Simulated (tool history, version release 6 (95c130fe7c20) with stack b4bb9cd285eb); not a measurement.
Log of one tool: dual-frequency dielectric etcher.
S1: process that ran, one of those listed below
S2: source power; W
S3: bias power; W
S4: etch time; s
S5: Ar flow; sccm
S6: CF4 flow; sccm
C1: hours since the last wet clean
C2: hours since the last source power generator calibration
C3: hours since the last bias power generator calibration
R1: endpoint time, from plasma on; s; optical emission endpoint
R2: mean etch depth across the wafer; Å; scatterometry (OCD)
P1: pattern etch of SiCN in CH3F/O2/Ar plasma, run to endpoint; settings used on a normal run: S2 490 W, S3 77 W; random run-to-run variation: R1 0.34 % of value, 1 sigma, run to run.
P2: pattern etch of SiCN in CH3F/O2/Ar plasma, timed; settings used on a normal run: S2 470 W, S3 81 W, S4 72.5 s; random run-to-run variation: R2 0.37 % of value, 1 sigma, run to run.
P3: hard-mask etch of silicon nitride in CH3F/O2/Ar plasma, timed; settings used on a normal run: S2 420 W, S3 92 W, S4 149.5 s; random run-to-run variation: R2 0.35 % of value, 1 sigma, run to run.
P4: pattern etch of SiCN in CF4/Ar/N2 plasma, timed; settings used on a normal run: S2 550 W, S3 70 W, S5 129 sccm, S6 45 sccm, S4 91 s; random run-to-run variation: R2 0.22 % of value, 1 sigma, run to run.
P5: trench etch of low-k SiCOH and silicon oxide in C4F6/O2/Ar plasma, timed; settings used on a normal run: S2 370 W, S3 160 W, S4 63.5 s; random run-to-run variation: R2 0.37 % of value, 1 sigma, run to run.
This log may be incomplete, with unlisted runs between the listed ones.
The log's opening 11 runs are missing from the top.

Run 12, hour 99.2: S1 P4, S2 550 W, S3 70 W, S4 91 s, S5 129 sccm, S6 45 sccm; C1 312.2; C2 921.9; C3 972.3. Result: R2 797.09 Å.
Run 13, hour 108.5: S1 P1, S2 490 W, S3 101 W; C1 321.5; C2 931.2; C3 981.6. Result: R1 29.224 s.
Run 14, hour 115.1: S1 P3, S2 420 W, S3 121 W, S4 149.5 s; C1 328.1; C2 937.8; C3 988.2. Result: R2 1327.6 Å.
Run 15, hour 122.9: S1 P3, S2 420 W, S3 92 W, S4 92 s; C1 335.9; C2 945.6; C3 996. Result: R2 737.46 Å.
Run 16, hour 133.7: S1 P1, S2 490 W, S3 77 W; C1 346.7; C2 956.4; C3 1006.8. Result: R1 32.348 s.
Run 17, hour 138.8: S1 P4, S2 550 W, S3 70 W, S4 91 s, S5 90 sccm, S6 45 sccm; C1 351.8; C2 961.5; C3 1011.9. Result: R2 850.28 Å.
Run 18, hour 148.3: S1 P1, S2 490 W, S3 77 W; C1 361.3; C2 971; C3 1021.4. Result: R1 32.19 s.
Run 19, hour 154.6: S1 P4, S2 550 W, S3 70 W, S4 91 s, S5 129 sccm, S6 45 sccm; C1 367.6; C2 977.3; C3 1027.7. Result: R2 795.93 Å.
At hour 158.9: source power generator calibrated.
Run 20, hour 165.6: S1 P1, S2 490 W, S3 77 W; C1 378.6; C2 6.8; C3 1038.7. Result: R1 32.188 s.
Run 21, hour 176.6: S1 P1, S2 390 W, S3 77 W; C1 389.6; C2 17.8; C3 1049.7. Result: R1 35.036 s.
Run 22, hour 187.5: S1 P4, S2 550 W, S3 70 W, S4 91 s, S5 129 sccm, S6 56 sccm; C1 400.5; C2 28.7; C3 1060.6. Result: R2 826.27 Å.
Run 23, hour 192.8: S1 P5, S2 270 W, S3 160 W, S4 63.5 s; C1 405.8; C2 34; C3 1065.9. Result: R2 1745.8 Å.
Run 24, hour 198.9: S1 P2, S2 470 W, S3 111 W, S4 72.5 s; C1 411.9; C2 40.1; C3 1072. Result: R2 336.3 Å.
Run 25, hour 210: S1 P3, S2 420 W, S3 92 W, S4 149.5 s; C1 423; C2 51.2; C3 1083.1. Result: R2 1214 Å.
Run 26, hour 218.9: S1 P1, S2 490 W, S3 77 W; C1 431.9; C2 60.1; C3 1092. Result: R1 32.138 s.
Run 27, hour 230.3: S1 P5, S2 370 W, S3 195 W, S4 63.5 s; C1 443.3; C2 71.5; C3 1103.4. Result: R2 2103.2 Å.
Run 28, hour 239.7: S1 P4, S2 550 W, S3 70 W, S4 113 s, S5 129 sccm, S6 45 sccm; C1 452.7; C2 80.9; C3 1112.8. Result: R2 983.9 Å.
Run 29, hour 251.3: S1 P1, S2 490 W, S3 77 W; C1 464.3; C2 92.5; C3 1124.4. Result: R1 32.103 s.
Run 30, hour 256.4: S1 P2, S2 470 W, S3 81 W, S4 47.5 s; C1 469.4; C2 97.6; C3 1129.5. Result: R2 196.09 Å.
Run 31, hour 266.5: S1 P1, S2 490 W, S3 77 W; C1 479.5; C2 107.7; C3 1139.6. Result: R1 32.342 s.
Run 32, hour 275.2: S1 P1, S2 490 W, S3 77 W; C1 488.2; C2 116.4; C3 1148.3. Result: R1 32.261 s.
Run 33, hour 280.4: S1 P1, S2 490 W, S3 77 W; C1 493.4; C2 121.6; C3 1153.5. Result: R1 32.187 s.

Run 34 has not been measured yet. What should we expect?
Run 34, hour 289.7: S1 P1, S2 490 W, S3 77 W; C1 502.7; C2 130.9; C3 1162.8. Result: R1 ?.

R1: 32.569 s
